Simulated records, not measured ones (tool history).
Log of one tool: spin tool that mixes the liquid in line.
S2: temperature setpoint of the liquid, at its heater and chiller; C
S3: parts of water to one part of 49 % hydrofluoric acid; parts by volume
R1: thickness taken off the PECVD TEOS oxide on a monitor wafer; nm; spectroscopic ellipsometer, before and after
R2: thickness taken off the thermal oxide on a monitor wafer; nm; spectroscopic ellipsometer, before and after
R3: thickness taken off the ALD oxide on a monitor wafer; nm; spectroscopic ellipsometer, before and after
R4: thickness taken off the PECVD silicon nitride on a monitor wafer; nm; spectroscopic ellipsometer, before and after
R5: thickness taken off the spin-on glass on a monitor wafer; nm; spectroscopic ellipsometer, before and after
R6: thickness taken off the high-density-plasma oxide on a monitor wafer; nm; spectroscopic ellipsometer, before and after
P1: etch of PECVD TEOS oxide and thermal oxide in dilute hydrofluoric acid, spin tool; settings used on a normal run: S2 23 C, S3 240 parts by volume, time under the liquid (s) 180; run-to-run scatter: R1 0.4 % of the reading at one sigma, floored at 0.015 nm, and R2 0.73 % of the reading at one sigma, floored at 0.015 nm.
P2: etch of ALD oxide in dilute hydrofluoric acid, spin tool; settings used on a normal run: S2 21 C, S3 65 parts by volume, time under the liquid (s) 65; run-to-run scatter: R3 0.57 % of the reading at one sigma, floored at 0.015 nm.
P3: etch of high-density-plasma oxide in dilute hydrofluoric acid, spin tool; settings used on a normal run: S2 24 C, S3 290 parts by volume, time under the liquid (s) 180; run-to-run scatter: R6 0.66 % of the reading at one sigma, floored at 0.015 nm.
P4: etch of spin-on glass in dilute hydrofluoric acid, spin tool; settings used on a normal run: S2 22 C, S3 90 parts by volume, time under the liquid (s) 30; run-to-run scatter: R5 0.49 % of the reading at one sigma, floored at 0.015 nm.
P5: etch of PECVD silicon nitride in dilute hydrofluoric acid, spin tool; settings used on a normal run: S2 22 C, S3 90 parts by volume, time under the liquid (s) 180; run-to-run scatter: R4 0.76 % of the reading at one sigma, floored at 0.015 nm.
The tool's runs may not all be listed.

{"run": 1, "day": 0.246, "process that ran": "P1", "S2": 23, "S3": 240, "time under the liquid (s)": 180, "R1": 7.3034, "R2": 2.791}
{"run": 2, "day": 0.533, "process that ran": "P2", "S2": 21, "S3": 110, "time under the liquid (s)": 65, "R3": 9.8516}
{"run": 3, "day": 0.846, "process that ran": "P2", "S2": 21, "S3": 65, "time under the liquid (s)": 65, "R3": 17.625}
{"run": 4, "day": 1.233, "process that ran": "P5", "S2": 22, "S3": 25, "time under the liquid (s)": 180, "R4": 12.608}
{"run": 5, "day": 1.558, "process that ran": "P5", "S2": 17, "S3": 90, "time under the liquid (s)": 180, "R4": 2.5631}
{"run": 6, "day": 1.938, "process that ran": "P1", "S2": 23, "S3": 240, "time under the liquid (s)": 180, "R1": 7.2941, "R2": 2.7525}
{"run": 7, "day": 2.212, "process that ran": "P1", "S2": 17, "S3": 240, "time under the liquid (s)": 180, "R1": 5.8469, "R2": 2.1806}
{"run": 8, "day": 2.588, "process that ran": "P4", "S2": 26.5, "S3": 90, "time under the liquid (s)": 30, "R5": 8.2817}
{"run": 9, "day": 3.1, "process that ran": "P2", "S2": 21, "S3": 65, "time under the liquid (s)": 95, "R3": 25.696}
{"run": 10, "day": 3.35, "process that ran": "P1", "S2": 29.5, "S3": 240, "time under the liquid (s)": 180, "R1": 9.1416, "R2": 3.5299}
{"run": 11, "day": 3.796, "process that ran": "P3", "S2": 24, "S3": 290, "time under the liquid (s)": 180, "R6": 3.6708}
{"run": 12, "day": 4.183, "process that ran": "P3", "S2": 24, "S3": 80, "time under the liquid (s)": 180, "R6": 16.808}
{"run": 13, "day": 4.679, "process that ran": "P1", "S2": 23, "S3": 240, "time under the liquid (s)": 55, "R1": 2.2128, "R2": 0.85202}
{"run": 14, "day": 5.146, "process that ran": "P3", "S2": 24, "S3": 290, "time under the liquid (s)": 305, "R6": 6.221}
{"run": 15, "day": 5.525, "process that ran": "P4", "S2": 22, "S3": 140, "time under the liquid (s)": 30, "R5": 4.1891}
{"run": 16, "day": 5.875, "process that ran": "P3", "S2": 24, "S3": 290, "time under the liquid (s)": 180, "R6": 3.7618}
{"run": 17, "day": 6.2, "process that ran": "P1", "S2": 23, "S3": 240, "time under the liquid (s)": 180, "R1": 7.3031, "R2": 2.7754}
{"run": 18, "day": 6.712, "process that ran": "P1", "S2": 17, "S3": 110, "time under the liquid (s)": 180, "R1": 14.38, "R2": 5.5002}
{"run": 19, "day": 7.033, "process that ran": "P3", "S2": 17, "S3": 290, "time under the liquid (s)": 180, "R6": 2.8455}
{"run": 20, "day": 7.421, "process that ran": "P1", "S2": 23, "S3": 240, "time under the liquid (s)": 260, "R1": 10.555, "R2": 4.0053}
{"run": 21, "day": 7.708, "process that ran": "P5", "S2": 22, "S3": 90, "time under the liquid (s)": 180, "R4": 3.5658}
{"run": 22, "day": 8.238, "process that ran": "P1", "S2": 23, "S3": 40, "time under the liquid (s)": 180, "R1": 54.777, "R2": 21.237}
{"run": 23, "day": 8.746, "process that ran": "P5", "S2": 22, "S3": 90, "time under the liquid (s)": 15, "R4": 0.2708}
{"run": 24, "day": 9.3, "process that ran": "P4", "S2": 22, "S3": 90, "time under the liquid (s)": 30, "R5": 6.8728}
{"run": 25, "day": 9.675, "process that ran": "P1", "S2": 23, "S3": 240, "time under the liquid (s)": 180, "R1": 7.2607, "R2": 2.7773}
{"run": 26, "day": 10.229, "process that ran": "P4", "S2": 22, "S3": 90, "time under the liquid (s)": 15, "R5": 3.4478}
{"run": 27, "day": 10.471, "process that ran": "P1", "S2": 23, "S3": 390, "time under the liquid (s)": 180, "R1": 3.9308, "R2": 1.4935}
{"run": 28, "day": 10.846, "process that ran": "P2", "S2": 27.5, "S3": 65, "time under the liquid (s)": 65, "R3": 22.504}
{"run": 29, "day": 11.2, "process that ran": "P1", "S2": 23, "S3": 240, "time under the liquid (s)": 180, "R1": 7.3915, "R2": 2.8181}
{"run": 30, "day": 11.496, "process that ran": "P1", "S2": 23, "S3": 240, "time under the liquid (s)": 180, "R1": 7.2113, "R2": 2.7294}
{"run": 31, "day": 11.867, "process that ran": "P1", "S2": 23, "S3": 240, "time under the liquid (s)": 180, "R1": 7.0959, "R2": 2.7389}
{"run": 32, "day": 12.25, "process that ran": "P1", "S2": 23, "S3": 240, "time under the liquid (s)": 180, "R1": 7.0375, "R2": 2.6837}
{"run": 33, "day": 12.679, "process that ran": "P1", "S2": 23, "S3": 240, "time under the liquid (s)": 180, "R1": 6.9968, "R2": 2.6162}
{"run": 34, "day": 13.062, "process that ran": "P1", "S2": 23, "S3": 240, "time under the liquid (s)": 180, "R1": 6.9983, "R2": 2.6983}
{"run": 35, "day": 13.517, "process that ran": "P1", "S2": 23, "S3": 240, "time under the liquid (s)": 180, "R1": 6.897, "R2": 2.6338}
{"run": 36, "day": 14.062, "process that ran": "P1", "S2": 23, "S3": 240, "time under the liquid (s)": 180, "R1": 6.8894, "R2": 2.6262}
{"run": 37, "day": 14.471, "process that ran": "P1", "S2": 23, "S3": 240, "time under the liquid (s)": 180, "R1": 6.8718, "R2": 2.6359}
{"run": 38, "day": 14.867, "process that ran": "P1", "S2": 23, "S3": 240, "time under the liquid (s)": 180, "R1": 6.8637, "R2": 2.5871}
{"run": 39, "day": 15.117, "process that ran": "P1", "S2": 23, "S3": 240, "time under the liquid (s)": 180, "R1": 6.9505, "R2": 2.6364}

P1 has crept away from where it was. The log is fitted equally well by each of these 2 causes, at the sizes shown:
A: hydrofluoric acid flow below the setpoint (%) = 4.39
B: liquid colder than its thermometer reads (K) = 1.53
Onset of the creep was near day 11.2.

Of the 4 check runs listed below, each run on one wafer and each result written as a question mark, which would let you distinguish the listed causes because they would give clearly different results?
{"run": "check 1", "day": 15.367, "process that ran": "P5", "S2": 17, "S3": 40, "time under the liquid (s)": 180, "R4": "?"}
{"run": "check 2", "day": 15.367, "process that ran": "P3", "S2": 21, "S3": 170, "time under the liquid (s)": 180, "R6": "?"}
{"run": "check 3", "day": 15.367, "process that ran": "P2", "S2": 27, "S3": 90, "time under the liquid (s)": 65, "R3": "?"}
{"run": "check 4", "day": 15.367, "process that ran": "P4", "S2": 22, "S3": 135, "time under the liquid (s)": 30, "R5": "?"}

Outcome of each check run for each possible cause:
check=check_1 result=R4 if_A=5.3619 if_B=5.0178
check=check_2 result=R6 if_A=6.0298 if_B=5.9877
check=check_3 result=R3 if_A=14.849 if_B=14.709
check=check_4 result=R5 if_A=4.128 if_B=4.0912
Gap, in per cent, between the two causes that each check separates least, read from the result that separates them most: check 1 6.63 %; check 2 0.7 %; check 3 0.95 %; check 4 0.9 %
Of the check runs offered, only check 1 discriminates between the causes; the rest would read about the same regardless of which cause applies.

The results of check 1 are: R4 5.0609 nm. Based on these, which of the listed causes is it?

It was cause B: liquid colder than its thermometer reads (K).
